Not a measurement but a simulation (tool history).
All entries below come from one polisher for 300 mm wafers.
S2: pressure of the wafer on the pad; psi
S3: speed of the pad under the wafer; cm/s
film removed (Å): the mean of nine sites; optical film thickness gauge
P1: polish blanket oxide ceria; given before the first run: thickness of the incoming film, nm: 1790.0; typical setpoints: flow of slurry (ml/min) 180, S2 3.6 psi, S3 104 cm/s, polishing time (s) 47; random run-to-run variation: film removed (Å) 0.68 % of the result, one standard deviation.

Run 1, day 0.096: flow of slurry (ml/min) 180, S2 3.6 psi, S3 104 cm/s, polishing time (s) 47. Result: film removed (Å) 2733.3.
Run 2, day 0.225: flow of slurry (ml/min) 235, S2 3.6 psi, S3 104 cm/s, polishing time (s) 47. Result: film removed (Å) 2798.2.
Run 3, day 0.338: flow of slurry (ml/min) 180, S2 3.6 psi, S3 104 cm/s, polishing time (s) 47. Result: film removed (Å) 2711.1.
Run 4, day 0.5: flow of slurry (ml/min) 110, S2 3.6 psi, S3 160 cm/s, polishing time (s) 47. Result: film removed (Å) 3800.5.
Run 5, day 0.667: flow of slurry (ml/min) 180, S2 3.6 psi, S3 104 cm/s, polishing time (s) 22. Result: film removed (Å) 1258.5.
Run 6, day 0.846: flow of slurry (ml/min) 180, S2 3.6 psi, S3 162 cm/s, polishing time (s) 47. Result: film removed (Å) 4233.5.
Run 7, day 0.988: flow of slurry (ml/min) 180, S2 3.6 psi, S3 104 cm/s, polishing time (s) 47. Result: film removed (Å) 2689.6.
At day 1.088: head pressure recalibrated.
Run 8, day 1.146: flow of slurry (ml/min) 180, S2 3.6 psi, S3 104 cm/s, polishing time (s) 47. Result: film removed (Å) 2671.5.
Run 9, day 1.342: flow of slurry (ml/min) 180, S2 3.6 psi, S3 104 cm/s, polishing time (s) 47. Result: film removed (Å) 2704.9.
Run 10, day 1.458: flow of slurry (ml/min) 180, S2 3.6 psi, S3 104 cm/s, polishing time (s) 69. Result: film removed (Å) 3958.6.
Run 11, day 1.596: flow of slurry (ml/min) 130, S2 3.6 psi, S3 104 cm/s, polishing time (s) 47. Result: film removed (Å) 2562.9.
Run 12, day 1.717: flow of slurry (ml/min) 180, S2 3.6 psi, S3 104 cm/s, polishing time (s) 47. Result: film removed (Å) 2719.4.
Run 13, day 1.892: flow of slurry (ml/min) 180, S2 3.6 psi, S3 50 cm/s, polishing time (s) 47. Result: film removed (Å) 1301.9.
Run 14, day 2.021: flow of slurry (ml/min) 130, S2 2.7 psi, S3 104 cm/s, polishing time (s) 47. Result: film removed (Å) 1926.
Run 15, day 2.108: flow of slurry (ml/min) 180, S2 1.8 psi, S3 150 cm/s, polishing time (s) 47. Result: film removed (Å) 1965.1.
Run 16, day 2.262: flow of slurry (ml/min) 180, S2 5.8 psi, S3 104 cm/s, polishing time (s) 47. Result: film removed (Å) 4364.2.
Run 17, day 2.412: flow of slurry (ml/min) 180, S2 1.6 psi, S3 104 cm/s, polishing time (s) 47. Result: film removed (Å) 1210.8.
Run 18, day 2.504: flow of slurry (ml/min) 180, S2 3.6 psi, S3 104 cm/s, polishing time (s) 47. Result: film removed (Å) 2722.7.
Run 19, day 2.671: flow of slurry (ml/min) 180, S2 3.6 psi, S3 104 cm/s, polishing time (s) 47. Result: film removed (Å) 2630.3.
Run 20, day 2.858: flow of slurry (ml/min) 180, S2 3.6 psi, S3 104 cm/s, polishing time (s) 47. Result: film removed (Å) 2562.
At day 2.983: head pressure recalibrated.
Run 21, day 3.029: flow of slurry (ml/min) 180, S2 3.6 psi, S3 104 cm/s, polishing time (s) 47. Result: film removed (Å) 2532.9.
Run 22, day 3.167: flow of slurry (ml/min) 180, S2 3.6 psi, S3 104 cm/s, polishing time (s) 47. Result: film removed (Å) 2513.9.

Run 23 comes next. What will it give?
Run 23, day 3.267: flow of slurry (ml/min) 180, S2 3.6 psi, S3 104 cm/s, polishing time (s) 47. Result: film removed (Å) ?.

{"run 23": {"film removed (Å)": 2539}}
